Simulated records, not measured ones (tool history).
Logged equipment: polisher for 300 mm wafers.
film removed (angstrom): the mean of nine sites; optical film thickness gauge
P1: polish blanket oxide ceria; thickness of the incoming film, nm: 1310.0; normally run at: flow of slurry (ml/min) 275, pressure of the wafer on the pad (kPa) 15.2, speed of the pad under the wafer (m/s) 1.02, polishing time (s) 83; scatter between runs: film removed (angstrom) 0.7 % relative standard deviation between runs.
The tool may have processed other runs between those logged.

run	day	flow of slurry (ml/min)	pressure of the wafer on the pad (kPa)	speed of the pad under the wafer (m/s)	polishing time (s)	wafers polished on this pad	hours since the slurry nozzle was cleaned	hours since the head pressure was calibrated	film removed (angstrom)
1	0.612	275	15.2	1.02	83	503	467.3	75.5	2307.6
2	1.058	395	19.3	1.02	83	575	478	86.2	3014.3
3	1.433	165	15.2	1.02	83	636	487	95.2	2169.2
4	1.762	275	15.2	1.02	83	689	494.9	103.1	2312.1
5	2.421	275	15.2	0.46	83	796	510.7	118.9	1037.6
6	3.088	275	15.2	1.02	120	904	526.7	134.9	3327.9
7	3.7	420	15.2	1.02	83	1003	541.4	149.6	2409.6
8	4.083	275	6.9	1.02	83	1065	550.6	158.8	1059.9
9	4.808	275	15.2	1.02	83	1183	568	176.2	2335.2
10	5.254	275	15.2	1.02	83	1255	578.7	186.9	2318.1
11	5.646	165	15.2	1.02	110	1318	588.1	196.3	2876.5
12	6.008	275	15.2	1.02	83	1377	596.8	205	2289.1
13	6.404	275	22.8	1.02	83	1441	606.3	214.5	3457.5
14	6.821	275	15.2	1.02	58	1509	616.3	224.5	1622.9

For run 15, what comes out?
15	7.333	275	15.2	1.42	83	1592	628.6	236.8	?

For run 15 the tool returned film removed (angstrom) 3202.3.

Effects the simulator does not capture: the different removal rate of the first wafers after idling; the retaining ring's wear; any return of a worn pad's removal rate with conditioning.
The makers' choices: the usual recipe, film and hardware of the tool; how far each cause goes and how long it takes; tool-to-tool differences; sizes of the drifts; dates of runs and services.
